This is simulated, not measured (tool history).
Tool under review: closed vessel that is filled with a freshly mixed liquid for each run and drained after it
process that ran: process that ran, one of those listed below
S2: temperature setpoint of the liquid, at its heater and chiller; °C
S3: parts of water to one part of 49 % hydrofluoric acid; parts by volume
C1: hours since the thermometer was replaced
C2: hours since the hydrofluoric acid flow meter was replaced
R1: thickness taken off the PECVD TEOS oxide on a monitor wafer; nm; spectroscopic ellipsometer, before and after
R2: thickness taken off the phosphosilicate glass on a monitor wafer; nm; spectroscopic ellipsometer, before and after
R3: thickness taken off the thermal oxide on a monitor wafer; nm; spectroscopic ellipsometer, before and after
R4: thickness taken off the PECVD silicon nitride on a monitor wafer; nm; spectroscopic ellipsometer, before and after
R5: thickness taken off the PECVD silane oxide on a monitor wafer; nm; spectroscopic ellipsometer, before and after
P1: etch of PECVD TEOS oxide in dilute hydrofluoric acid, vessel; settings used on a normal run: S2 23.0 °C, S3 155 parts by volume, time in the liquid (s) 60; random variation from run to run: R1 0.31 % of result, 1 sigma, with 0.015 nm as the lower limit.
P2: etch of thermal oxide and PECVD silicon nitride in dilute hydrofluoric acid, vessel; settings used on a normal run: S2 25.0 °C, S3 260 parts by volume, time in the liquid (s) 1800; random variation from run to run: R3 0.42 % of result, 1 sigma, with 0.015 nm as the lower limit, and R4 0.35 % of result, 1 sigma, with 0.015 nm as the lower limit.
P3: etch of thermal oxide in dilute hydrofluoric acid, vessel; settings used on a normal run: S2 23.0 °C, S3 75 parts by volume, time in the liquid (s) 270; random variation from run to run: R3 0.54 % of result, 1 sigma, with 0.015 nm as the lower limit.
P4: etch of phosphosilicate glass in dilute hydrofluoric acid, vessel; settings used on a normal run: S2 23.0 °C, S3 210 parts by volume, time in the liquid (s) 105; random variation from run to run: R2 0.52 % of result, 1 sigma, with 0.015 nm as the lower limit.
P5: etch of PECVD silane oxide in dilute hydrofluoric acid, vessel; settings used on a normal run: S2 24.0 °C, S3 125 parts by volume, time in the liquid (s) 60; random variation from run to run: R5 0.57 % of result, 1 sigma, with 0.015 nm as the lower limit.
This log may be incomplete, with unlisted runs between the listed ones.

Run 1, day 0.658: process that ran P1, S2 23.0 °C, S3 155 parts by volume, time in the liquid (s) 60; C1 1082.0; C2 659.7. Result: R1 7.2187 nm.
Run 2, day 1.000: process that ran P4, S2 17.0 °C, S3 210 parts by volume, time in the liquid (s) 105; C1 1090.2; C2 667.9. Result: R2 25.525 nm.
Run 3, day 1.354: process that ran P1, S2 23.0 °C, S3 155 parts by volume, time in the liquid (s) 60; C1 1098.7; C2 676.4. Result: R1 7.1532 nm.
Run 4, day 1.925: process that ran P1, S2 17.5 °C, S3 155 parts by volume, time in the liquid (s) 60; C1 1112.4; C2 690.1. Result: R1 5.8027 nm.
Run 5, day 2.567: process that ran P1, S2 23.0 °C, S3 25 parts by volume, time in the liquid (s) 60; C1 1127.8; C2 705.5. Result: R1 52.4370 nm.
Run 6, day 3.175: process that ran P2, S2 18.0 °C, S3 260 parts by volume, time in the liquid (s) 1800; C1 1142.4; C2 720.1. Result: R3 21.6850 nm, R4 12.475 nm.
Run 7, day 3.567: process that ran P4, S2 23.0 °C, S3 210 parts by volume, time in the liquid (s) 105; C1 1151.8; C2 729.5. Result: R2 31.998 nm.
Run 8, day 4.146: process that ran P1, S2 23.0 °C, S3 155 parts by volume, time in the liquid (s) 60; C1 1165.7; C2 743.4. Result: R1 7.1759 nm.
Run 9, day 4.488: process that ran P3, S2 23.0 °C, S3 75 parts by volume, time in the liquid (s) 85; C1 1173.9; C2 751.6. Result: R3 5.3354 nm.
Run 10, day 5.075: process that ran P1, S2 23.0 °C, S3 155 parts by volume, time in the liquid (s) 60; C1 1188.0; C2 765.7. Result: R1 7.1644 nm.
Run 11, day 5.642: process that ran P2, S2 25.0 °C, S3 260 parts by volume, time in the liquid (s) 1800; C1 1201.6; C2 779.3. Result: R3 28.0320 nm, R4 19.343 nm.
Run 12, day 6.088: process that ran P1, S2 23.0 °C, S3 155 parts by volume, time in the liquid (s) 95; C1 1212.3; C2 790.0. Result: R1 11.3660 nm.
Run 13, day 6.400: process that ran P1, S2 23.0 °C, S3 275 parts by volume, time in the liquid (s) 60; C1 1219.8; C2 797.5. Result: R1 3.5766 nm.
At day 6.462: thermometer replaced.
Run 14, day 6.829: process that ran P5, S2 24.0 °C, S3 125 parts by volume, time in the liquid (s) 95; C1 8.8; C2 807.8. Result: R5 25.3940 nm.
Run 15, day 7.221: process that ran P1, S2 23.0 °C, S3 155 parts by volume, time in the liquid (s) 60; C1 18.2; C2 817.2. Result: R1 7.1677 nm.
Run 16, day 7.583: process that ran P4, S2 23.0 °C, S3 375 parts by volume, time in the liquid (s) 105; C1 26.9; C2 825.9. Result: R2 15.331 nm.
Run 17, day 8.071: process that ran P1, S2 23.0 °C, S3 155 parts by volume, time in the liquid (s) 60; C1 38.6; C2 837.6. Result: R1 7.1995 nm.
Run 18, day 8.450: process that ran P1, S2 23.0 °C, S3 155 parts by volume, time in the liquid (s) 35; C1 47.7; C2 846.7. Result: R1 4.2360 nm.
Run 19, day 9.096: process that ran P5, S2 24.0 °C, S3 225 parts by volume, time in the liquid (s) 60; C1 63.2; C2 862.2. Result: R5 8.0484 nm.
Run 20, day 9.696: process that ran P3, S2 23.0 °C, S3 40 parts by volume, time in the liquid (s) 270; C1 77.6; C2 876.6. Result: R3 33.5340 nm.
Run 21, day 10.033: process that ran P4, S2 23.0 °C, S3 210 parts by volume, time in the liquid (s) 195; C1 85.7; C2 884.7. Result: R2 59.941 nm.
Run 22, day 10.612: process that ran P2, S2 25.0 °C, S3 360 parts by volume, time in the liquid (s) 1800; C1 99.6; C2 898.6. Result: R3 18.3760 nm, R4 13.937 nm.
Run 23, day 11.162: process that ran P2, S2 25.0 °C, S3 260 parts by volume, time in the liquid (s) 1800; C1 112.8; C2 911.8. Result: R3 27.9000 nm, R4 19.341 nm.
Run 24, day 11.658: process that ran P5, S2 24.0 °C, S3 125 parts by volume, time in the liquid (s) 60; C1 124.7; C2 923.7. Result: R5 16.1410 nm.
Run 25, day 12.067: process that ran P3, S2 28.5 °C, S3 75 parts by volume, time in the liquid (s) 270; C1 134.5; C2 933.5. Result: R3 21.1800 nm.
Run 26, day 12.700: process that ran P3, S2 23.0 °C, S3 75 parts by volume, time in the liquid (s) 270; C1 149.7; C2 948.7. Result: R3 16.9740 nm.
Run 27, day 13.121: process that ran P2, S2 25.0 °C, S3 260 parts by volume, time in the liquid (s) 2965; C1 159.8; C2 958.8. Result: R3 46.3230 nm, R4 31.984 nm.
Run 28, day 13.796: process that ran P5, S2 17.0 °C, S3 125 parts by volume, time in the liquid (s) 60; C1 176.0; C2 975.0. Result: R5 12.2060 nm.
At day 14.083: hydrofluoric acid flow meter replaced.
Run 29, day 14.325: process that ran P1, S2 23.0 °C, S3 270 parts by volume, time in the liquid (s) 95; C1 188.7; C2 5.9. Result: R1 5.8048 nm.
Run 30, day 14.725: process that ran P3, S2 23.0 °C, S3 75 parts by volume, time in the liquid (s) 270; C1 198.3; C2 15.5. Result: R3 17.0250 nm.
Run 31, day 15.354: process that ran P1, S2 31.5 °C, S3 155 parts by volume, time in the liquid (s) 60; C1 213.4; C2 30.6. Result: R1 9.8854 nm.
Run 32, day 15.862: process that ran P1, S2 23.0 °C, S3 155 parts by volume, time in the liquid (s) 60; C1 225.6; C2 42.8. Result: R1 7.2366 nm.
Run 33, day 16.288: process that ran P1, S2 23.0 °C, S3 155 parts by volume, time in the liquid (s) 60; C1 235.8; C2 53.0. Result: R1 7.2740 nm.
Run 34, day 16.867: process that ran P1, S2 23.0 °C, S3 155 parts by volume, time in the liquid (s) 60; C1 249.7; C2 66.9. Result: R1 7.4839 nm.
Run 35, day 17.379: process that ran P1, S2 23.0 °C, S3 155 parts by volume, time in the liquid (s) 60; C1 262.0; C2 79.2. Result: R1 7.5633 nm.
Run 36, day 17.808: process that ran P1, S2 23.0 °C, S3 155 parts by volume, time in the liquid (s) 60; C1 272.3; C2 89.5. Result: R1 7.5806 nm.
Run 37, day 18.158: process that ran P1, S2 23.0 °C, S3 155 parts by volume, time in the liquid (s) 60; C1 280.7; C2 97.9. Result: R1 7.5398 nm.
Run 38, day 18.875: process that ran P1, S2 23.0 °C, S3 155 parts by volume, time in the liquid (s) 60; C1 297.9; C2 115.1. Result: R1 7.5706 nm.
Run 39, day 19.388: process that ran P1, S2 23.0 °C, S3 155 parts by volume, time in the liquid (s) 60; C1 310.2; C2 127.4. Result: R1 7.6643 nm.
Run 40, day 20.033: process that ran P1, S2 23.0 °C, S3 155 parts by volume, time in the liquid (s) 60; C1 325.7; C2 142.9. Result: R1 7.6763 nm.
Run 41, day 20.542: process that ran P1, S2 23.0 °C, S3 155 parts by volume, time in the liquid (s) 60; C1 337.9; C2 155.1. Result: R1 7.6832 nm.
Run 42, day 20.850: process that ran P1, S2 23.0 °C, S3 155 parts by volume, time in the liquid (s) 60; C1 345.3; C2 162.5. Result: R1 7.6635 nm.

What P1 gives has crept off from where it sat before. The 2 causes that follow fit the log equally well, each at the size noted:
A: liquid hotter than its thermometer reads (K) = 1.55
B: hydrofluoric acid flow above the setpoint (%) = 5.19
The creep began at about day 15.862.

The check runs listed below each take one wafer, and their results are still question marks. Under which run would the listed causes lead to clearly different results?
Run check 1, day 21.158: process that ran P3, S2 26.5 °C, S3 75 parts by volume, time in the liquid (s) 270. Result: R3 ?.
Run check 2, day 21.158: process that ran P4, S2 18.5 °C, S3 345 parts by volume, time in the liquid (s) 105. Result: R2 ?.
Run check 3, day 21.158: process that ran P2, S2 21.5 °C, S3 350 parts by volume, time in the liquid (s) 1800. Result: R3 ?, R4 ?.
Run check 4, day 21.158: process that ran P5, S2 17.0 °C, S3 190 parts by volume, time in the liquid (s) 60. Result: R5 ?.

Outcome of each check run for each possible cause:
  check  result     if A     if B
check 1      R3  20.7520  20.6440
check 2      R2   15.458   15.599
check 3      R3  17.8370  18.0610
check 3      R4   12.836   12.266
check 4      R5   7.9672   7.9484
Minimum pairwise separation of causes per check, each pair taken at its best-separating result: check 1 0.52 %; check 2 0.91 %; check 3 4.54 %; check 4 0.24 %
The other checks would show nearly matching results whichever cause is true, so check 3 is the only one that separates the causes.

Running check 3 produced the following: R3 17.7480 nm; R4 12.881 nm. Which one of the listed causes fits?

Of the candidate causes, it is A: liquid hotter than its thermometer reads (K).
